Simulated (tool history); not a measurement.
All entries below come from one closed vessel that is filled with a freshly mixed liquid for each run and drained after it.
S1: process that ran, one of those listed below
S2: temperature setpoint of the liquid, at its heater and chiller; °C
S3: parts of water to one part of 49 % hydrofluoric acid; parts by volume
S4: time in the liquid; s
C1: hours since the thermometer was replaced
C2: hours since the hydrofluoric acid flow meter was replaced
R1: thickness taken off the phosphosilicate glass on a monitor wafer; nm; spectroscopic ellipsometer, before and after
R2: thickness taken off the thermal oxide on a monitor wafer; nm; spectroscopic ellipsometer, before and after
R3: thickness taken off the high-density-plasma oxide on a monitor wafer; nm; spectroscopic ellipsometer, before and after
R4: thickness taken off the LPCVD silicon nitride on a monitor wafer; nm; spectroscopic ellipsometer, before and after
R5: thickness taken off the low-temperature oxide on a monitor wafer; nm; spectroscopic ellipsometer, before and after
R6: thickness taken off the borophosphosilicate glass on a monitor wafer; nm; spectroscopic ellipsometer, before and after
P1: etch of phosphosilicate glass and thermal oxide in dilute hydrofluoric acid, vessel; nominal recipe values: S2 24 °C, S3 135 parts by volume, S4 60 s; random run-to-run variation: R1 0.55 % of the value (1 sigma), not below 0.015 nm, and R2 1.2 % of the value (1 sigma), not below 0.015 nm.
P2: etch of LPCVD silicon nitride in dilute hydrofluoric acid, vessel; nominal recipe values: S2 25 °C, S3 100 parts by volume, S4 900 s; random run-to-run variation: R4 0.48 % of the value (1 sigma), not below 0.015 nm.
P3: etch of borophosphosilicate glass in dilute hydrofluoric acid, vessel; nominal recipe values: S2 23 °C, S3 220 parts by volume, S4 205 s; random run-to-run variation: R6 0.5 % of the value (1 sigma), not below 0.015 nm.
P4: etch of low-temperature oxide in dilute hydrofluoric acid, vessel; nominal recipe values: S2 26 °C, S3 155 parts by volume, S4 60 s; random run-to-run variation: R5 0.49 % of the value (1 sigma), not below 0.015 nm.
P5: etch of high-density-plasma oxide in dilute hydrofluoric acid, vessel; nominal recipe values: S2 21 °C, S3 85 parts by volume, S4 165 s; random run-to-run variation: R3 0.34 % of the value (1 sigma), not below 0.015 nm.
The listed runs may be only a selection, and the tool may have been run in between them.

run 1 day=0.192 | S1=P1 S2=24 S3=135 S4=60 | C1=993.6 C2=593.9 | R1=57.14 R2=2.1448
run 2 day=0.55 | S1=P5 S2=29 S3=85 S4=165 | C1=1002.2 C2=602.5 | R3=16.526
run 3 day=0.8 | S1=P5 S2=21 S3=85 S4=85 | C1=1008.2 C2=608.5 | R3=6.1732
run 4 day=1.038 | S1=P2 S2=25 S3=100 S4=900 | C1=1013.9 C2=614.2 | R4=4.7411
run 5 day=1.417 | S1=P1 S2=24 S3=135 S4=60 | C1=1023 C2=623.3 | R1=56.997 R2=2.12
run 6 day=1.612 | S1=P2 S2=17.5 S3=100 S4=900 | C1=1027.7 C2=628 | R4=2.8349
run 7 day=1.842 | S1=P1 S2=24 S3=135 S4=60 | C1=1033.2 C2=633.5 | R1=57.45 R2=2.1043
run 8 day=2.083 | S1=P1 S2=20 S3=135 S4=105 | C1=1039 C2=639.3 | R1=85.159 R2=3.1653
run 9 day=2.279 | S1=P5 S2=21 S3=145 S4=165 | C1=1043.7 C2=644 | R3=6.5716
run 10 day=2.55 | S1=P4 S2=26 S3=155 S4=60 | C1=1050.2 C2=650.5 | R5=6.9217
run 11 day=2.8 | S1=P1 S2=24 S3=135 S4=60 | C1=1056.2 C2=656.5 | R1=57.065 R2=2.2036
run 12 day=3.075 | S1=P1 S2=24 S3=230 S4=60 | C1=1062.8 C2=663.1 | R1=30.067 R2=1.073
run 13 day=3.292 | S1=P1 S2=18 S3=135 S4=60 | C1=1068 C2=668.3 | R1=44.702 R2=1.7129
run 14 day=3.517 | S1=P3 S2=23 S3=220 S4=205 | C1=1073.4 C2=673.7 | R6=50.526
run 15 day=3.875 | S1=P4 S2=26 S3=155 S4=85 | C1=1082 C2=682.3 | R5=9.8101
run 16 day=4.154 | S1=P5 S2=21 S3=85 S4=165 | C1=1088.7 C2=689 | R3=12.037
run 17 day=4.383 | S1=P3 S2=23 S3=220 S4=205 | C1=1094.2 C2=694.5 | R6=50.414
run 18 day=4.558 | S1=P2 S2=25 S3=100 S4=65 | C1=1098.4 C2=698.7 | R4=0.33712
-- day=4.754 thermometer replaced
run 19 day=4.762 | S1=P1 S2=28 S3=225 S4=60 | C1=0.2 C2=703.6 | R1=35.471 R2=1.3398
run 20 day=4.942 | S1=P1 S2=24 S3=135 S4=30 | C1=4.5 C2=707.9 | R1=28.12 R2=1.0922
run 21 day=5.317 | S1=P4 S2=21.5 S3=155 S4=60 | C1=13.5 C2=716.9 | R5=5.7945
run 22 day=5.488 | S1=P3 S2=17 S3=220 S4=205 | C1=17.6 C2=721 | R6=40.292
run 23 day=5.829 | S1=P1 S2=30.5 S3=135 S4=60 | C1=25.8 C2=729.2 | R1=72.845 R2=2.7272
run 24 day=6.05 | S1=P1 S2=29.5 S3=135 S4=30 | C1=31.1 C2=734.5 | R1=35.214 R2=1.3292
run 25 day=6.317 | S1=P1 S2=24 S3=135 S4=105 | C1=37.5 C2=740.9 | R1=99.983 R2=3.7388
run 26 day=6.683 | S1=P5 S2=21 S3=85 S4=165 | C1=46.3 C2=749.7 | R3=11.965
run 27 day=7.054 | S1=P1 S2=24 S3=85 S4=60 | C1=55.2 C2=758.6 | R1=96.394 R2=3.5857
run 28 day=7.304 | S1=P3 S2=23 S3=220 S4=370 | C1=61.2 C2=764.6 | R6=90.401
run 29 day=7.671 | S1=P4 S2=26 S3=30 S4=60 | C1=70 C2=773.4 | R5=41.831
run 30 day=7.917 | S1=P1 S2=24 S3=135 S4=60 | C1=75.9 C2=779.3 | R1=57.22 R2=2.1806
run 31 day=8.096 | S1=P2 S2=25 S3=30 S4=900 | C1=80.2 C2=783.6 | R4=15.301
run 32 day=8.338 | S1=P3 S2=23 S3=55 S4=205 | C1=86 C2=789.4 | R6=241.91
run 33 day=8.521 | S1=P1 S2=24 S3=135 S4=60 | C1=90.4 C2=793.8 | R1=57.14 R2=2.1064
run 34 day=8.725 | S1=P1 S2=24 S3=135 S4=60 | C1=95.3 C2=798.7 | R1=56.039 R2=2.1348
run 35 day=8.946 | S1=P1 S2=24 S3=135 S4=60 | C1=100.6 C2=804 | R1=54.552 R2=2.0294
run 36 day=9.288 | S1=P1 S2=24 S3=135 S4=60 | C1=108.8 C2=812.2 | R1=53.829 R2=2.0146
run 37 day=9.671 | S1=P1 S2=24 S3=135 S4=60 | C1=118 C2=821.4 | R1=53.984 R2=2.0171
run 38 day=9.871 | S1=P1 S2=24 S3=135 S4=60 | C1=122.8 C2=826.2 | R1=53.538 R2=1.9755
run 39 day=10.121 | S1=P1 S2=24 S3=135 S4=60 | C1=128.8 C2=832.2 | R1=53.393 R2=1.9976

The log shows P1 creeping away from where it was. Any of the 2 causes listed here, at the size stated for it, fits the log just as well as the others:
A: hydrofluoric acid flow below the setpoint (%) = 5.39
B: liquid colder than its thermometer reads (K) = 1.66
Onset of the creep was near day 8.521.

You are offered 4 check runs, listed below with question marks in place of their results; each one averages 2 wafers. Which run separates the listed causes by giving clearly different results for each?
run check 1 day=10.371 | S1=P4 S2=23 S3=155 S4=60 | R5=?
run check 2 day=10.371 | S1=P5 S2=26.5 S3=135 S4=165 | R3=?
run check 3 day=10.371 | S1=P2 S2=25 S3=40 S4=170 | R4=?
run check 4 day=10.371 | S1=P3 S2=23 S3=110 S4=330 | R6=?

Predicted outcomes, by check and by cause:
check=check_1 result=R5 if_A=5.7619 if_B=5.7661
check=check_2 result=R3 if_A=8.2771 if_B=8.2918
check=check_3 result=R4 if_A=2.0768 if_B=1.9593
check=check_4 result=R6 if_A=171.55 if_B=170.93
Gap, in per cent, between the two causes that each check separates least, read from the result that separates them most: check 1 0.07 %; check 2 0.18 %; check 3 5.82 %; check 4 0.36 %
Check 3 is the one run that separates the causes; every other check would come out nearly the same whichever cause is at work.

Then check 3 was run and gave: R4 2.0611 nm. Which cause is it?

The cause is A: hydrofluoric acid flow below the setpoint (%).
